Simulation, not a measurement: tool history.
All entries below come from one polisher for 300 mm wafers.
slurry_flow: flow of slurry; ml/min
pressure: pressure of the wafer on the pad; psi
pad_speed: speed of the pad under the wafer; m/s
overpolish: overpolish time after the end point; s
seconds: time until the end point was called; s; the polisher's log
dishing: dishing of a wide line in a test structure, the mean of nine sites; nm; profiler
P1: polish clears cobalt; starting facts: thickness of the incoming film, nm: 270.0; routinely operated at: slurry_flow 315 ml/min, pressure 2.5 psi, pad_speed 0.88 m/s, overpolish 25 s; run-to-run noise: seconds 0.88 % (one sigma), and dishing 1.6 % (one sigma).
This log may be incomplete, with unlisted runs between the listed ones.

| run | hour | slurry_flow | pressure | pad_speed | overpolish | wafers polished on this pad | hours since the slurry nozzle was cleaned | hours since the head pressure was calibrated | seconds | dishing |
|---|---|---|---|---|---|---|---|---|---|---|
| 1 | 12.8 | 315 | 2.5 | 0.88 | 25 | 538 | 380.3 | 80.2 | 42.441 | 48.625 |
| 2 | 30.6 | 315 | 3.8 | 0.88 | 25 | 700 | 398.1 | 98 | 27.709 | 50.213 |
| 3 | 38.8 | 315 | 2.5 | 0.88 | 25 | 774 | 406.3 | 106.2 | 42.667 | 47.914 |
| 4 | 50.1 | 315 | 2.5 | 0.44 | 25 | 877 | 417.6 | 117.5 | 85.797 | 41.654 |
| 5 | 67.7 | 440 | 2.5 | 0.88 | 25 | 1036 | 435.2 | 135.1 | 40.768 | 49.641 |
| 6 | 83.4 | 315 | 1.6 | 0.88 | 25 | 1179 | 450.9 | 150.8 | 65.306 | 43.744 |
| 7 | 92.5 | 190 | 2.5 | 0.88 | 25 | 1262 | 460 | 159.9 | 44.946 | 48.608 |
| 8 | 104.7 | 315 | 3.8 | 0.88 | 8 | 1372 | 472.2 | 172.1 | 28.196 | 39.902 |
| 9 | 119.6 | 315 | 2.5 | 0.88 | 25 | 1508 | 487.1 | 187 | 42.126 | 49.619 |
| 10 | 132.9 | 315 | 2.5 | 0.88 | 46 | 1629 | 500.4 | 200.3 | 42.479 | 51.916 |
| 11 | 146.1 | 315 | 2.5 | 0.88 | 8 | 1748 | 513.6 | 213.5 | 42.466 | 33.605 |
| 12 | 160.3 | 315 | 2.5 | 1.38 | 25 | 1877 | 527.8 | 227.7 | 26.957 | 50.774 |
| 13 | 173.7 | 315 | 2.5 | 0.88 | 25 | 1999 | 541.2 | 241.1 | 42.185 | 48.849 |
| 14 | 187 | 315 | 3.8 | 0.88 | 43 | 2120 | 554.5 | 254.4 | 28.022 | 50.71 |
| 15 | 201.8 | 315 | 2.5 | 0.88 | 25 | 2254 | 569.3 | 269.2 | 41.617 | 49.848 |

Expected results for the next run?
| 16 | 216.2 | 315 | 2.5 | 0.88 | 25 | 2385 | 583.7 | 283.6 | ? | ? |

{"run 16": {"seconds": 43.031, "dishing": 49.092}}

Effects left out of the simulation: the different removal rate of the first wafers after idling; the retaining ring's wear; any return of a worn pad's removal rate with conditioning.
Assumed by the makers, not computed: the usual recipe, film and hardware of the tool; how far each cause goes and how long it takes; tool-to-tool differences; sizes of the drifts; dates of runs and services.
